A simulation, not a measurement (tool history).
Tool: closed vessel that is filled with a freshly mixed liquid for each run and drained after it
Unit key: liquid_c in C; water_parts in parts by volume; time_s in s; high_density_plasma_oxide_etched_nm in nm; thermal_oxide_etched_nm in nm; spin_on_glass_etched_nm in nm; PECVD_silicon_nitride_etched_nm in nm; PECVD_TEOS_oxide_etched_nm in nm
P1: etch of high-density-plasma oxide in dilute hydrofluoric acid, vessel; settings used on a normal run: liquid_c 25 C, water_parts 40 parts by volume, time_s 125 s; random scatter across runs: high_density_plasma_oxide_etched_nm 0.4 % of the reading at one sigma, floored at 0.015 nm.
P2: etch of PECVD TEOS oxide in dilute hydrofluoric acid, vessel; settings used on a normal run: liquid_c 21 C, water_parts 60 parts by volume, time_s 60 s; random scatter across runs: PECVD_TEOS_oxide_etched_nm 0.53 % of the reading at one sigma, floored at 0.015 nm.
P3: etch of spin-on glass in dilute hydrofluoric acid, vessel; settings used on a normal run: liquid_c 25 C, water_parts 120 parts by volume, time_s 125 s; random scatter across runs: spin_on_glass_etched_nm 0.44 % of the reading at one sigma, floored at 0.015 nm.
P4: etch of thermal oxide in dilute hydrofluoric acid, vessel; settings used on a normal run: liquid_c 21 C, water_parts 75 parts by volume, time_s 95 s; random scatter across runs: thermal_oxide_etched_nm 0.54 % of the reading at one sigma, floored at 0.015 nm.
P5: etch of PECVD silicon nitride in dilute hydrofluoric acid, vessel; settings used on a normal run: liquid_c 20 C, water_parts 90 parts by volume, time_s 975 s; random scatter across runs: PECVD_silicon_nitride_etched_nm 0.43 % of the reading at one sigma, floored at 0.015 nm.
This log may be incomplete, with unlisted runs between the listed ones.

run  hour  process  liquid_c  water_parts  time_s  hours since the thermometer was replaced  hours since the hydrofluoric acid flow meter was replaced  high_density_plasma_oxide_etched_nm  thermal_oxide_etched_nm  spin_on_glass_etched_nm  PECVD_silicon_nitride_etched_nm  PECVD_TEOS_oxide_etched_nm
  1   2.1       P1        25           40     125                                    1459.3                                                      306.6                               28.713
  2     7       P4        21           75      95                                    1464.2                                                      311.5                                                        5.3228
  3  11.5       P1        25           40     125                                    1468.7                                                        316                               28.984
  4  13.7       P1        25           40     210                                    1470.9                                                      318.2                               48.542
  5  16.7       P3        25           45     125                                    1473.9                                                      321.2                                                                                 133.53
  6  18.9       P4        21           40      95                                    1476.1                                                      323.4                                                        10.342
  7  21.2       P4        21           75      30                                    1478.4                                                      325.7                                                         1.673
  8  25.2       P5        20           90    1425                                    1482.4                                                      329.7                                                                                                                  59.477
  9  27.5       P1        20           25     125                                    1484.7                                                        332                               38.274
 10  30.1       P1        25           60     125                                    1487.3                                                      334.6                               18.651
 11  32.8       P5        20           90     975                                      1490                                                      337.3                                                                                                                  41.099
 12  35.9       P1        25           40      70                                    1493.1                                                      340.4                               16.158
 13  40.6       P5        20           90     975                                    1497.8                                                      345.1                                                                                                                  40.777
 14  44.7       P1        25           40     125                                    1501.9                                                      349.2                               28.856
       45  -- hydrofluoric acid flow meter replaced
 15  46.9       P4        29           75      95                                    1504.1                                                        1.9                                                        7.2028
 16  49.9       P5        20          140     975                                    1507.1                                                        4.9                                                                                                                  26.554
 17  53.8       P1        25           20     125                                      1511                                                        8.8                               59.297
 18  57.1       P3      18.5          120     125                                    1514.3                                                       12.1                                                                                 35.348
 19    60       P2        21           60     115                                    1517.2                                                         15                                                                                                                                              32.558
 20  63.6       P4        21           75      95                                    1520.8                                                       18.6                                                        5.2949
 21    68       P1      17.5           60     125                                    1525.2                                                         23                               13.703
 22  71.4       P3        25          120     125                                    1528.6                                                       26.4                                                                                 45.493
 23  75.4       P1        25           40     125                                    1532.6                                                       30.4                               29.109
 24    79       P1        25           40     125                                    1536.2                                                         34                               28.951
 25  83.3       P1        25           40     125                                    1540.5                                                       38.3                               28.728

Predict the results of run 26:
 26    88       P5        17           90     975                                    1545.2                                                         43                                                                                                                       ?

Run 26 gave PECVD_silicon_nitride_etched_nm 32.973 nm.
